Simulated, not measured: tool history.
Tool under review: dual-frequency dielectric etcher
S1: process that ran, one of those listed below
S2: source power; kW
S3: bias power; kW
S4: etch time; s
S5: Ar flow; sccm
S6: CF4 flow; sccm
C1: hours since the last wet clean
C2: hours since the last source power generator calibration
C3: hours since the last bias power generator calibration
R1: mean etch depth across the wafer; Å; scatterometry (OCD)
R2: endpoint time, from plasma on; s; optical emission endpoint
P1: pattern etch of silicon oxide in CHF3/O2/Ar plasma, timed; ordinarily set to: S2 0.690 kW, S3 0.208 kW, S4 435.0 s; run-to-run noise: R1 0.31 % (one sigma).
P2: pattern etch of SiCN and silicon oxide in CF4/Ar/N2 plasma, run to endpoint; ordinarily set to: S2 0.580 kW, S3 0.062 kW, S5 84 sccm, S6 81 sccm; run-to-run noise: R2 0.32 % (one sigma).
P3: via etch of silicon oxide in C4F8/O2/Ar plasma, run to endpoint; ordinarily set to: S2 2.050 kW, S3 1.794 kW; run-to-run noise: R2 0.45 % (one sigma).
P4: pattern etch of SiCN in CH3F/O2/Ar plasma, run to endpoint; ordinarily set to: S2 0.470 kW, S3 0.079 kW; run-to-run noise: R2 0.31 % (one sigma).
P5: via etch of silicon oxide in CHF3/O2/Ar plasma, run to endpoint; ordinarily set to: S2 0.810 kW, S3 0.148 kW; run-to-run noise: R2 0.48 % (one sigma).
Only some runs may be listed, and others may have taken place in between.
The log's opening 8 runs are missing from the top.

run,day,S1,S2,S3,S4,S5,S6,C1,C2,C3,R1,R2
9,4.396,P3,2.050,2.385,,,,479.1,1656.6,582.5,,260.0100
10,4.938,P5,0.490,0.148,,,,492.1,1669.6,595.5,,417.2200
11,5.483,P2,0.580,0.075,,84,81,505.2,1682.7,608.6,,10.9740
12,6.012,P4,0.470,0.050,,,,517.9,1695.4,621.3,,22.3360
13,6.629,P5,0.810,0.148,,,,532.7,1710.2,636.1,,341.4700
14,7.000,P1,0.920,0.208,435.0,,,541.6,1719.1,645.0,10417.0,
15,7.300,P4,0.620,0.079,,,,548.8,1726.3,652.2,,17.2090
16,7.854,P1,0.690,0.208,435.0,,,562.1,1739.6,665.5,9280.0,
17,8.238,P1,0.690,0.208,643.5,,,571.3,1748.8,674.7,13803.0,
# day 8.729: source power generator calibrated
18,8.788,P4,0.470,0.079,,,,584.5,1.4,687.9,,19.1540
19,9.279,P1,0.690,0.208,435.0,,,596.3,13.2,699.7,9334.1,
20,9.608,P2,0.580,0.062,,60,81,604.2,21.1,707.6,,11.0890
21,9.938,P2,0.580,0.062,,84,81,612.1,29.0,715.5,,11.5990
22,10.471,P1,0.690,0.165,435.0,,,624.9,41.8,728.3,8585.3,
23,11.058,P1,0.430,0.208,435.0,,,639.0,55.9,742.4,7818.8,
24,11.454,P1,0.690,0.208,435.0,,,648.5,65.4,751.9,9332.4,
25,11.796,P2,0.690,0.062,,84,81,656.7,73.6,760.1,,9.9214

Forecast run 26:
26,12.258,P1,0.920,0.242,435.0,,,667.8,84.7,771.2,?,

R1: 10974.0 Å
